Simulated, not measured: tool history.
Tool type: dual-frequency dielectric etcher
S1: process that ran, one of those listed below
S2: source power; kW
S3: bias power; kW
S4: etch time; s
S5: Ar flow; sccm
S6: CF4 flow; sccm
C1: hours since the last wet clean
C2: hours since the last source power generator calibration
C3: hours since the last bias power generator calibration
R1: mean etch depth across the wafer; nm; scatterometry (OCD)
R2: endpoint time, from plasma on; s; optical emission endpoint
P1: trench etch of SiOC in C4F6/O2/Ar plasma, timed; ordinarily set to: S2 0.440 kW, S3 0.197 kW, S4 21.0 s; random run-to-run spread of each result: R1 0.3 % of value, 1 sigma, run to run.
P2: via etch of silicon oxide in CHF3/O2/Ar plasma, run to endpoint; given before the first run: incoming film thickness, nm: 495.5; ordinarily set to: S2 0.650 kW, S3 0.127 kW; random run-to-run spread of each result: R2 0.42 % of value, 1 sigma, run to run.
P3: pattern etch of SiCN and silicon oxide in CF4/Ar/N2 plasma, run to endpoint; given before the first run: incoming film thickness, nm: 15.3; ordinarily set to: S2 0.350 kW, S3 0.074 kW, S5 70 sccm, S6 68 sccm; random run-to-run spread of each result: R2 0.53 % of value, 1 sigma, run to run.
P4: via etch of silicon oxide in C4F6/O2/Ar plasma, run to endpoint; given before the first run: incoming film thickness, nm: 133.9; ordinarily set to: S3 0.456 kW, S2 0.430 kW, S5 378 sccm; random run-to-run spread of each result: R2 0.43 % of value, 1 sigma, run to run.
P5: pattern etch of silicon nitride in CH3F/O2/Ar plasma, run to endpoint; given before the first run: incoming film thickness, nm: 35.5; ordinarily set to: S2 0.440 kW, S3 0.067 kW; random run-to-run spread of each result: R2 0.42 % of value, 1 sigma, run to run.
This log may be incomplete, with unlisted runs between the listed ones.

{"run": 1, "hour": 8.6, "S1": "P1", "S2": 0.44, "S3": 0.197, "S4": 21.0, "C1": 287.8, "C2": 1276.6, "C3": 1712.5, "R1": 45.812}
{"run": 2, "hour": 19.3, "S1": "P3", "S2": 0.35, "S3": 0.074, "S5": 70, "S6": 68, "C1": 298.5, "C2": 1287.3, "C3": 1723.2, "R2": 21.322}
{"run": 3, "hour": 28.6, "S1": "P1", "S2": 0.44, "S3": 0.197, "S4": 28.5, "C1": 307.8, "C2": 1296.6, "C3": 1732.5, "R1": 62.546}
{"run": 4, "hour": 43.5, "S1": "P3", "S2": 0.35, "S3": 0.049, "S5": 70, "S6": 68, "C1": 322.7, "C2": 1311.5, "C3": 1747.4, "R2": 24.176}
{"run": 5, "hour": 55.7, "S1": "P4", "S2": 0.43, "S3": 0.456, "S5": 378, "C1": 334.9, "C2": 1323.7, "C3": 1759.6, "R2": 30.016}
{"run": 6, "hour": 65.0, "S1": "P1", "S2": 0.3, "S3": 0.197, "S4": 21.0, "C1": 344.2, "C2": 1333.0, "C3": 1768.9, "R1": 39.69}
{"run": 7, "hour": 79.4, "S1": "P2", "S2": 0.91, "S3": 0.127, "C1": 358.6, "C2": 1347.4, "C3": 1783.3, "R2": 238.66}
{"run": 8, "hour": 97.6, "S1": "P3", "S2": 0.35, "S3": 0.074, "S5": 70, "S6": 68, "C1": 376.8, "C2": 1365.6, "C3": 1801.5, "R2": 21.291}
{"run": 9, "hour": 115.0, "S1": "P1", "S2": 0.61, "S3": 0.149, "S4": 21.0, "C1": 394.2, "C2": 1383.0, "C3": 1818.9, "R1": 48.098}
{"run": 10, "hour": 127.3, "S1": "P3", "S2": 0.44, "S3": 0.074, "S5": 70, "S6": 68, "C1": 406.5, "C2": 1395.3, "C3": 1831.2, "R2": 17.337}
{"run": 11, "hour": 141.9, "S1": "P1", "S2": 0.44, "S3": 0.197, "S4": 21.0, "C1": 421.1, "C2": 1409.9, "C3": 1845.8, "R1": 45.901}
{"run": 12, "hour": 156.6, "S1": "P4", "S2": 0.26, "S3": 0.456, "S5": 378, "C1": 435.8, "C2": 1424.6, "C3": 1860.5, "R2": 35.921}
{"run": 13, "hour": 165.9, "S1": "P1", "S2": 0.44, "S3": 0.197, "S4": 21.0, "C1": 445.1, "C2": 1433.9, "C3": 1869.8, "R1": 45.801}
{"run": 14, "hour": 181.8, "S1": "P2", "S2": 0.65, "S3": 0.127, "C1": 461.0, "C2": 1449.8, "C3": 1885.7, "R2": 272.36}
{"run": 15, "hour": 199.8, "S1": "P5", "S2": 0.44, "S3": 0.067, "C1": 479.0, "C2": 1467.8, "C3": 1903.7, "R2": 51.405}
{"run": 16, "hour": 215.4, "S1": "P1", "S2": 0.44, "S3": 0.197, "S4": 21.0, "C1": 494.6, "C2": 1483.4, "C3": 1919.3, "R1": 46.06}
{"run": 17, "hour": 233.7, "S1": "P5", "S2": 0.44, "S3": 0.067, "C1": 512.9, "C2": 1501.7, "C3": 1937.6, "R2": 51.805}
{"run": 18, "hour": 252.2, "S1": "P1", "S2": 0.44, "S3": 0.197, "S4": 21.0, "C1": 531.4, "C2": 1520.2, "C3": 1956.1, "R1": 45.933}
{"run": 19, "hour": 267.7, "S1": "P4", "S2": 0.43, "S3": 0.456, "S5": 273, "C1": 546.9, "C2": 1535.7, "C3": 1971.6, "R2": 29.013}
{"run": 20, "hour": 281.0, "S1": "P1", "S2": 0.62, "S3": 0.197, "S4": 21.0, "C1": 560.2, "C2": 1549.0, "C3": 1984.9, "R1": 52.613}
{"run": 21, "hour": 289.6, "S1": "P1", "S2": 0.44, "S3": 0.197, "S4": 13.0, "C1": 568.8, "C2": 1557.6, "C3": 1993.5, "R1": 28.479}
{"run": 22, "hour": 302.5, "S1": "P4", "S2": 0.43, "S3": 0.456, "S5": 378, "C1": 581.7, "C2": 1570.5, "C3": 2006.4, "R2": 30.325}
{"run": 23, "hour": 318.2, "S1": "P4", "S2": 0.43, "S3": 0.296, "S5": 378, "C1": 597.4, "C2": 1586.2, "C3": 2022.1, "R2": 34.89}
{"run": 24, "hour": 328.4, "S1": "P3", "S2": 0.35, "S3": 0.074, "S5": 70, "S6": 92, "C1": 607.6, "C2": 1596.4, "C3": 2032.3, "R2": 20.517}
{"run": 25, "hour": 338.2, "S1": "P3", "S2": 0.35, "S3": 0.074, "S5": 95, "S6": 68, "C1": 617.4, "C2": 1606.2, "C3": 2042.1, "R2": 22.182}
{"run": 26, "hour": 356.6, "S1": "P1", "S2": 0.44, "S3": 0.197, "S4": 21.0, "C1": 635.8, "C2": 1624.6, "C3": 2060.5, "R1": 45.92}
{"run": 27, "hour": 373.5, "S1": "P5", "S2": 0.28, "S3": 0.067, "C1": 652.7, "C2": 1641.5, "C3": 2077.4, "R2": 60.929}
{"run": 28, "hour": 388.5, "S1": "P2", "S2": 0.65, "S3": 0.16, "C1": 667.7, "C2": 1656.5, "C3": 2092.4, "R2": 252.3}
{"run": 29, "hour": 403.8, "S1": "P1", "S2": 0.34, "S3": 0.246, "S4": 21.0, "C1": 683.0, "C2": 1671.8, "C3": 2107.7, "R1": 44.703}
{"run": 30, "hour": 414.6, "S1": "P5", "S2": 0.44, "S3": 0.095, "C1": 693.8, "C2": 1682.6, "C3": 2118.5, "R2": 45.489}
{"hour": 425.5, "done": "bias power generator calibrated"}
{"run": 31, "hour": 431.8, "S1": "P1", "S2": 0.44, "S3": 0.144, "S4": 21.0, "C1": 711.0, "C2": 1699.8, "C3": 6.4, "R1": 41.68}
{"run": 32, "hour": 448.0, "S1": "P1", "S2": 0.44, "S3": 0.197, "S4": 21.0, "C1": 727.2, "C2": 1716.0, "C3": 22.6, "R1": 45.981}
{"run": 33, "hour": 462.3, "S1": "P1", "S2": 0.44, "S3": 0.232, "S4": 21.0, "C1": 741.5, "C2": 1730.3, "C3": 36.9, "R1": 48.345}
{"run": 34, "hour": 477.0, "S1": "P1", "S2": 0.44, "S3": 0.197, "S4": 21.0, "C1": 756.2, "C2": 1745.0, "C3": 51.6, "R1": 45.96}
{"run": 35, "hour": 492.2, "S1": "P1", "S2": 0.44, "S3": 0.197, "S4": 21.0, "C1": 771.4, "C2": 1760.2, "C3": 66.8, "R1": 45.757}
{"run": 36, "hour": 507.5, "S1": "P1", "S2": 0.44, "S3": 0.197, "S4": 21.0, "C1": 786.7, "C2": 1775.5, "C3": 82.1, "R1": 45.373}
{"run": 37, "hour": 516.1, "S1": "P1", "S2": 0.44, "S3": 0.197, "S4": 21.0, "C1": 795.3, "C2": 1784.1, "C3": 90.7, "R1": 45.478}
{"hour": 525.2, "done": "wet clean of the chamber"}
{"run": 38, "hour": 528.5, "S1": "P1", "S2": 0.44, "S3": 0.197, "S4": 21.0, "C1": 3.4, "C2": 1796.5, "C3": 103.1, "R1": 45.327}
{"run": 39, "hour": 539.1, "S1": "P1", "S2": 0.44, "S3": 0.197, "S4": 21.0, "C1": 14.0, "C2": 1807.1, "C3": 113.7, "R1": 45.336}
{"run": 40, "hour": 549.7, "S1": "P1", "S2": 0.44, "S3": 0.197, "S4": 21.0, "C1": 24.6, "C2": 1817.7, "C3": 124.3, "R1": 45.31}
{"run": 41, "hour": 558.5, "S1": "P1", "S2": 0.44, "S3": 0.197, "S4": 21.0, "C1": 33.4, "C2": 1826.5, "C3": 133.1, "R1": 45.15}
{"run": 42, "hour": 568.3, "S1": "P1", "S2": 0.44, "S3": 0.197, "S4": 21.0, "C1": 43.2, "C2": 1836.3, "C3": 142.9, "R1": 45.106}

P1 no longer gives what it gave before; its output has crept away from where it was. The following 2 causes, each at its listed size, fit the log equally well:
A: source power that arrives under what is set, % = 3.78
B: bias power that arrives under what is set, % = 4.58
Creep in the process output first set in at about hour 477.0.
What rules out each remaining cause:
chamber walls in a state that lowers the etch rate, %: maintenance at hour 525.2, after the shift began, did not return the process to its former output

The list below offers 4 check runs, each averaging the results of 5 wafers, and shows each result as a question mark. For which of them would the listed causes give clearly different results?
{"run": "check 1", "hour": 578.1, "S1": "P3", "S2": 0.35, "S3": 0.054, "S5": 70, "S6": 68, "R2": "?"}
{"run": "check 2", "hour": 578.1, "S1": "P5", "S2": 0.34, "S3": 0.082, "R2": "?"}
{"run": "check 3", "hour": 578.1, "S1": "P2", "S2": 0.86, "S3": 0.147, "R2": "?"}
{"run": "check 4", "hour": 578.1, "S1": "P4", "S2": 0.43, "S3": 0.354, "S5": 378, "R2": "?"}

If the cause were each of the candidates in turn, the checks would give the following:
check=check_1 result=R2 if_A=24.288 if_B=23.805
check=check_2 result=R2 if_A=53.675 if_B=53.793
check=check_3 result=R2 if_A=237.420 if_B=237.320
check=check_4 result=R2 if_A=33.413 if_B=33.481
Smallest distance between any two causes, each pair judged by its most separating result, in per cent: check 1 2.01 %; check 2 0.22 %; check 3 0.04 %; check 4 0.2 %
Only check 1 tells the causes apart: in the others they would give nearly the same result.

Running check 1 produced the following: R2 24.341 s. Which one of the listed causes fits?

A is the cause: source power that arrives under what is set, %.

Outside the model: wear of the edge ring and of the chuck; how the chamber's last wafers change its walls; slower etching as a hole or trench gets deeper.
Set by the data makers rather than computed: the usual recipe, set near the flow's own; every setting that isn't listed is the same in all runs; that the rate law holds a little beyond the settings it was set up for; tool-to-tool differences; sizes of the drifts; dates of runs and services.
